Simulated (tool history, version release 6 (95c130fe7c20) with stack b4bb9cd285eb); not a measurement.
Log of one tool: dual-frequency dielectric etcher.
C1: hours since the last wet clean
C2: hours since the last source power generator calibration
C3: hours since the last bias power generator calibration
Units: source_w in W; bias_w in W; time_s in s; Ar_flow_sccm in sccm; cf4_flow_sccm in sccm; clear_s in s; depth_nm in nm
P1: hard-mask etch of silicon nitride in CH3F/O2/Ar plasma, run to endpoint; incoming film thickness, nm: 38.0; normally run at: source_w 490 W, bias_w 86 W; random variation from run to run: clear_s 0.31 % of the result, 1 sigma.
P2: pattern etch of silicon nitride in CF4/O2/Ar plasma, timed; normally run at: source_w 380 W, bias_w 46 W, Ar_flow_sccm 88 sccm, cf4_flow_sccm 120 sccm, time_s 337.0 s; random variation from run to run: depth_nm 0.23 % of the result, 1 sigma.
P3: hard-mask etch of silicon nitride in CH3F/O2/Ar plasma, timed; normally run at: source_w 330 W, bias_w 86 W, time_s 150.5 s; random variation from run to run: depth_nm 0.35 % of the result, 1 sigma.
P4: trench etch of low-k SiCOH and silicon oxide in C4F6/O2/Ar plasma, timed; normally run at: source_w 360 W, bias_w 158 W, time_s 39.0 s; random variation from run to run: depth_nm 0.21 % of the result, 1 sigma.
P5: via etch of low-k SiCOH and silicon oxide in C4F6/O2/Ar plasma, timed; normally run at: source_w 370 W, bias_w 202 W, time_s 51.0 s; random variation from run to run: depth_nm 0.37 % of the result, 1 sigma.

{"run": 1, "hour": 14.6, "process": "P1", "source_w": 490, "bias_w": 86, "C1": 102.2, "C2": 1873.9, "C3": 1002.1, "clear_s": 48.662}
{"run": 2, "hour": 25.7, "process": "P4", "source_w": 360, "bias_w": 158, "time_s": 39.0, "C1": 113.3, "C2": 1885.0, "C3": 1013.2, "depth_nm": 115.44}
{"run": 3, "hour": 33.8, "process": "P4", "source_w": 360, "bias_w": 158, "time_s": 39.0, "C1": 121.4, "C2": 1893.1, "C3": 1021.3, "depth_nm": 115.26}
{"run": 4, "hour": 48.5, "process": "P1", "source_w": 490, "bias_w": 86, "C1": 136.1, "C2": 1907.8, "C3": 1036.0, "clear_s": 48.963}
{"run": 5, "hour": 62.2, "process": "P1", "source_w": 640, "bias_w": 86, "C1": 149.8, "C2": 1921.5, "C3": 1049.7, "clear_s": 44.106}
{"run": 6, "hour": 75.8, "process": "P2", "source_w": 380, "bias_w": 57, "time_s": 337.0, "Ar_flow_sccm": 88, "cf4_flow_sccm": 120, "C1": 163.4, "C2": 1935.1, "C3": 1063.3, "depth_nm": 549.55}
{"hour": 79.8, "done": "bias power generator calibrated"}
{"run": 7, "hour": 87.0, "process": "P4", "source_w": 360, "bias_w": 115, "time_s": 39.0, "C1": 174.6, "C2": 1946.3, "C3": 7.3, "depth_nm": 104.55}
{"run": 8, "hour": 98.9, "process": "P4", "source_w": 360, "bias_w": 158, "time_s": 27.5, "C1": 186.5, "C2": 1958.2, "C3": 19.2, "depth_nm": 81.026}
{"run": 9, "hour": 106.7, "process": "P1", "source_w": 370, "bias_w": 86, "C1": 194.3, "C2": 1966.0, "C3": 27.0, "clear_s": 54.17}
{"run": 10, "hour": 114.8, "process": "P5", "source_w": 370, "bias_w": 275, "time_s": 51.0, "C1": 202.4, "C2": 1974.1, "C3": 35.1, "depth_nm": 148.3}
{"run": 11, "hour": 127.3, "process": "P1", "source_w": 580, "bias_w": 120, "C1": 214.9, "C2": 1986.6, "C3": 47.6, "clear_s": 40.802}
{"run": 12, "hour": 140.5, "process": "P5", "source_w": 520, "bias_w": 202, "time_s": 51.0, "C1": 228.1, "C2": 1999.8, "C3": 60.8, "depth_nm": 151.7}
{"run": 13, "hour": 147.8, "process": "P2", "source_w": 380, "bias_w": 46, "time_s": 337.0, "Ar_flow_sccm": 63, "cf4_flow_sccm": 120, "C1": 235.4, "C2": 2007.1, "C3": 68.1, "depth_nm": 522.75}
{"run": 14, "hour": 163.5, "process": "P2", "source_w": 380, "bias_w": 46, "time_s": 498.5, "Ar_flow_sccm": 88, "cf4_flow_sccm": 120, "C1": 251.1, "C2": 2022.8, "C3": 83.8, "depth_nm": 746.75}
{"run": 15, "hour": 174.3, "process": "P2", "source_w": 540, "bias_w": 46, "time_s": 337.0, "Ar_flow_sccm": 88, "cf4_flow_sccm": 120, "C1": 261.9, "C2": 2033.6, "C3": 94.6, "depth_nm": 686.33}
{"run": 16, "hour": 186.1, "process": "P4", "source_w": 270, "bias_w": 158, "time_s": 39.0, "C1": 273.7, "C2": 2045.4, "C3": 106.4, "depth_nm": 102.64}
{"run": 17, "hour": 196.7, "process": "P1", "source_w": 490, "bias_w": 86, "C1": 284.3, "C2": 2056.0, "C3": 117.0, "clear_s": 48.879}
{"run": 18, "hour": 212.3, "process": "P2", "source_w": 380, "bias_w": 46, "time_s": 337.0, "Ar_flow_sccm": 88, "cf4_flow_sccm": 91, "C1": 299.9, "C2": 2071.6, "C3": 132.6, "depth_nm": 488.41}
{"run": 19, "hour": 225.2, "process": "P1", "source_w": 490, "bias_w": 86, "C1": 312.8, "C2": 2084.5, "C3": 145.5, "clear_s": 48.903}
{"run": 20, "hour": 232.7, "process": "P3", "source_w": 330, "bias_w": 86, "time_s": 96.0, "C1": 320.3, "C2": 2092.0, "C3": 153.0, "depth_nm": 64.824}
{"run": 21, "hour": 244.5, "process": "P1", "source_w": 490, "bias_w": 119, "C1": 332.1, "C2": 2103.8, "C3": 164.8, "clear_s": 43.706}
{"run": 22, "hour": 255.2, "process": "P1", "source_w": 490, "bias_w": 67, "C1": 342.8, "C2": 2114.5, "C3": 175.5, "clear_s": 53.019}

Run 23 comes next. What will it give?
{"run": 23, "hour": 267.7, "process": "P3", "source_w": 330, "bias_w": 86, "time_s": 150.5, "C1": 355.3, "C2": 2127.0, "C3": 188.0, "depth_nm": "?"}

{"run 23": {"depth_nm": 101.4}}
